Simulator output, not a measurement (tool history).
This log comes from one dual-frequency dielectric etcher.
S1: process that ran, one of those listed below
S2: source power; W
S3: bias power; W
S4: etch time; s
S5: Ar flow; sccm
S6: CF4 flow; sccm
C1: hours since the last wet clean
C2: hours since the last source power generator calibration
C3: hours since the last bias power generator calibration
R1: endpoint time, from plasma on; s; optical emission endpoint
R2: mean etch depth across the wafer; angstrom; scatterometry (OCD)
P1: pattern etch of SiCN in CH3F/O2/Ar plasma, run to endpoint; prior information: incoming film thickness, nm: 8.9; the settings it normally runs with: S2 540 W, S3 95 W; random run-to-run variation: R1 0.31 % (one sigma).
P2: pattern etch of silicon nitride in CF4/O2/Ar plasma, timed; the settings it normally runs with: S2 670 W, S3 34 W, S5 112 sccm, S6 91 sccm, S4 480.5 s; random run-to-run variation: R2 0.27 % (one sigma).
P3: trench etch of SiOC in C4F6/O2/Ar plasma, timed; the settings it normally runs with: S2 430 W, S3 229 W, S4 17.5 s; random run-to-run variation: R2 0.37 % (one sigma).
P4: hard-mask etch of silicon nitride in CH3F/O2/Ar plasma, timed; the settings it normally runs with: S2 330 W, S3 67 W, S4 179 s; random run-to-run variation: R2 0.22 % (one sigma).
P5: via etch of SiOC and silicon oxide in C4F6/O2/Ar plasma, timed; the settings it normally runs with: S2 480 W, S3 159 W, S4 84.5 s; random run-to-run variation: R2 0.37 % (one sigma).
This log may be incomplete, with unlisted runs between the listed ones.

| run | day | S1 | S2 | S3 | S4 | S5 | S6 | C1 | C2 | C3 | R1 | R2 |
|---|---|---|---|---|---|---|---|---|---|---|---|---|
| 1 | 0.179 | P1 | 540 | 95 |  |  |  | 64.6 | 257.6 | 775.2 | 19.145 |  |
| 2 | 0.354 | P4 | 330 | 67 | 179 |  |  | 68.8 | 261.8 | 779.4 |  | 1111.2 |
| 3 | 0.508 | P5 | 480 | 214 | 84.5 |  |  | 72.5 | 265.5 | 783.1 |  | 1061 |
| 4 | 0.671 | P1 | 540 | 95 |  |  |  | 76.4 | 269.4 | 787 | 19.189 |  |
| 5 | 0.85 | P3 | 430 | 322 | 17.5 |  |  | 80.7 | 273.7 | 791.3 |  | 446.12 |
| 6 | 1.162 | P3 | 430 | 229 | 17.5 |  |  | 88.2 | 281.2 | 798.8 |  | 396.17 |
| 7 | 1.412 | P5 | 480 | 159 | 60.5 |  |  | 94.2 | 287.2 | 804.8 |  | 687.36 |
| 8 | 1.592 | P2 | 670 | 34 | 480.5 | 112 | 91 | 98.5 | 291.5 | 809.1 |  | 9934.6 |
| 9 | 1.8 | P1 | 630 | 73 |  |  |  | 103.5 | 296.5 | 814.1 | 19.841 |  |
| 10 | 2.008 | P1 | 540 | 73 |  |  |  | 108.5 | 301.5 | 819.1 | 20.972 |  |
| 11 | 2.233 | P5 | 480 | 159 | 84.5 |  |  | 113.9 | 306.9 | 824.5 |  | 967.22 |
| 12 | 2.542 | P2 | 670 | 34 | 480.5 | 155 | 91 | 121.3 | 314.3 | 831.9 |  | 9409.7 |
| 13 | 2.75 | P2 | 670 | 34 | 661 | 112 | 91 | 126.3 | 319.3 | 836.9 |  | 13558 |
| 14 | 2.892 | P5 | 280 | 159 | 84.5 |  |  | 129.7 | 322.7 | 840.3 |  | 779.96 |
| 15 | 3.154 | P2 | 480 | 34 | 480.5 | 112 | 91 | 136 | 329 | 846.6 |  | 7354 |
| 16 | 3.312 | P1 | 540 | 128 |  |  |  | 139.8 | 332.8 | 850.4 | 17.145 |  |
| 17 | 3.604 | P4 | 440 | 67 | 179 |  |  | 146.8 | 339.8 | 857.4 |  | 1239.5 |
| 18 | 3.762 | P1 | 760 | 95 |  |  |  | 150.6 | 343.6 | 861.2 | 16.769 |  |
| 19 | 3.904 | P4 | 330 | 88 | 179 |  |  | 154 | 347 | 864.6 |  | 1224.4 |
| 20 | 4.075 | P1 | 540 | 95 |  |  |  | 158.1 | 351.1 | 868.7 | 19.201 |  |
| 21 | 4.342 | P3 | 430 | 229 | 17.5 |  |  | 164.5 | 357.5 | 875.1 |  | 396.04 |
| 22 | 4.55 | P1 | 540 | 95 |  |  |  | 169.5 | 362.5 | 880.1 | 19.204 |  |
| 23 | 4.808 | P1 | 680 | 128 |  |  |  | 175.7 | 368.7 | 886.3 | 15.717 |  |
| 24 | 5.1 | P1 | 740 | 113 |  |  |  | 182.7 | 375.7 | 893.3 | 15.92 |  |
| 25 | 5.317 | P2 | 670 | 34 | 480.5 | 112 | 125 | 187.9 | 380.9 | 898.5 |  | 10320 |
| 26 | 5.546 | P5 | 480 | 159 | 84.5 |  |  | 193.4 | 386.4 | 904 |  | 967.71 |
| 27 | 5.704 | P3 | 430 | 229 | 24 |  |  | 197.2 | 390.2 | 907.8 |  | 540.78 |
| 28 | 5.912 | P1 | 540 | 95 |  |  |  | 202.2 | 395.2 | 912.8 | 19.123 |  |
| 29 | 6.092 | P4 | 330 | 67 | 132.5 |  |  | 206.5 | 399.5 | 917.1 |  | 824.86 |
| 30 | 6.242 | P1 | 440 | 95 |  |  |  | 210.1 | 403.1 | 920.7 | 20.604 |  |
| 31 | 6.479 | P3 | 300 | 229 | 17.5 |  |  | 215.8 | 408.8 | 926.4 |  | 344.59 |
| 32 | 6.704 | P1 | 540 | 95 |  |  |  | 221.2 | 414.2 | 931.8 | 19.32 |  |
| 33 | 6.875 | P2 | 670 | 24 | 480.5 | 112 | 91 | 225.3 | 418.3 | 935.9 |  | 8805.1 |
| 34 | 7.2 | P1 | 540 | 95 |  |  |  | 233.1 | 426.1 | 943.7 | 19.191 |  |
| 35 | 7.442 | P1 | 540 | 95 |  |  |  | 238.9 | 431.9 | 949.5 | 19.208 |  |
| 36 | 7.688 | P1 | 540 | 95 |  |  |  | 244.8 | 437.8 | 955.4 | 19.002 |  |
| 37 | 7.829 | P1 | 540 | 95 |  |  |  | 248.2 | 441.2 | 958.8 | 19.104 |  |
| 38 | 8.092 | P1 | 540 | 95 |  |  |  | 254.5 | 447.5 | 965.1 | 18.923 |  |
| 39 | 8.408 | P1 | 540 | 95 |  |  |  | 262.1 | 455.1 | 972.7 | 18.974 |  |
| 40 | 8.562 | P1 | 540 | 95 |  |  |  | 265.8 | 458.8 | 976.4 | 18.964 |  |
| 41 | 8.804 | P1 | 540 | 95 |  |  |  | 271.6 | 464.6 | 982.2 | 18.957 |  |
| 42 | 9.121 | P1 | 540 | 95 |  |  |  | 279.2 | 472.2 | 989.8 | 18.782 |  |

The next listed run, before its measurement:
| 43 | 9.292 | P1 | 540 | 95 |  |  |  | 283.3 | 476.3 | 993.9 | ? |  |

{"run 43": {"R1": 18.858}}

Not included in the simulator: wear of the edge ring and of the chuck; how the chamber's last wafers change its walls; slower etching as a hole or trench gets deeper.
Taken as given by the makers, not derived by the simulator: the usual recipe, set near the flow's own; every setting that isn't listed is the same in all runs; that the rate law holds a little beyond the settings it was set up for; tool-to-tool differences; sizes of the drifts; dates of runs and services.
